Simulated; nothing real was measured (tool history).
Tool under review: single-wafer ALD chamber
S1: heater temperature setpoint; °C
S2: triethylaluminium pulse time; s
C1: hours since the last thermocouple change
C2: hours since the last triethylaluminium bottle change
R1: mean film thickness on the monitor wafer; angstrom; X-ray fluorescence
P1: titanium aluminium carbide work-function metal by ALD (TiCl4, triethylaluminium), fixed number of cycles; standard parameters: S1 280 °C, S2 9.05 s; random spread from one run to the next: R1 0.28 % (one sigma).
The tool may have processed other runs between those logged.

Run 1, hour 4.5: S1 280 °C, S2 9.05 s; C1 327.7; C2 1268.3. Result: R1 18.365 angstrom.
Run 2, hour 10.6: S1 280 °C, S2 9.05 s; C1 333.8; C2 1274.4. Result: R1 18.349 angstrom.
Run 3, hour 14.4: S1 280 °C, S2 9.05 s; C1 337.6; C2 1278.2. Result: R1 18.271 angstrom.
Run 4, hour 20.3: S1 280 °C, S2 4.41 s; C1 343.5; C2 1284.1. Result: R1 14.970 angstrom.
Run 5, hour 27.8: S1 280 °C, S2 9.05 s; C1 351.0; C2 1291.6. Result: R1 18.380 angstrom.
Run 6, hour 33.0: S1 305 °C, S2 9.05 s; C1 356.2; C2 1296.8. Result: R1 20.409 angstrom.
Run 7, hour 41.1: S1 280 °C, S2 15.13 s; C1 364.3; C2 1304.9. Result: R1 19.071 angstrom.
Run 8, hour 48.3: S1 280 °C, S2 9.05 s; C1 371.5; C2 1312.1. Result: R1 18.317 angstrom.
Run 9, hour 52.1: S1 298 °C, S2 4.72 s; C1 375.3; C2 1315.9. Result: R1 16.747 angstrom.
Run 10, hour 56.1: S1 302 °C, S2 14.05 s; C1 379.3; C2 1319.9. Result: R1 20.998 angstrom.
Run 11, hour 61.1: S1 258 °C, S2 9.05 s; C1 384.3; C2 1324.9. Result: R1 16.416 angstrom.

Estimate the outcome of run 12 from the log above:
Run 12, hour 69.4: S1 280 °C, S2 9.05 s; C1 392.6; C2 1333.2. Result: R1 ?.

{"run 12": {"R1": 18.325}}

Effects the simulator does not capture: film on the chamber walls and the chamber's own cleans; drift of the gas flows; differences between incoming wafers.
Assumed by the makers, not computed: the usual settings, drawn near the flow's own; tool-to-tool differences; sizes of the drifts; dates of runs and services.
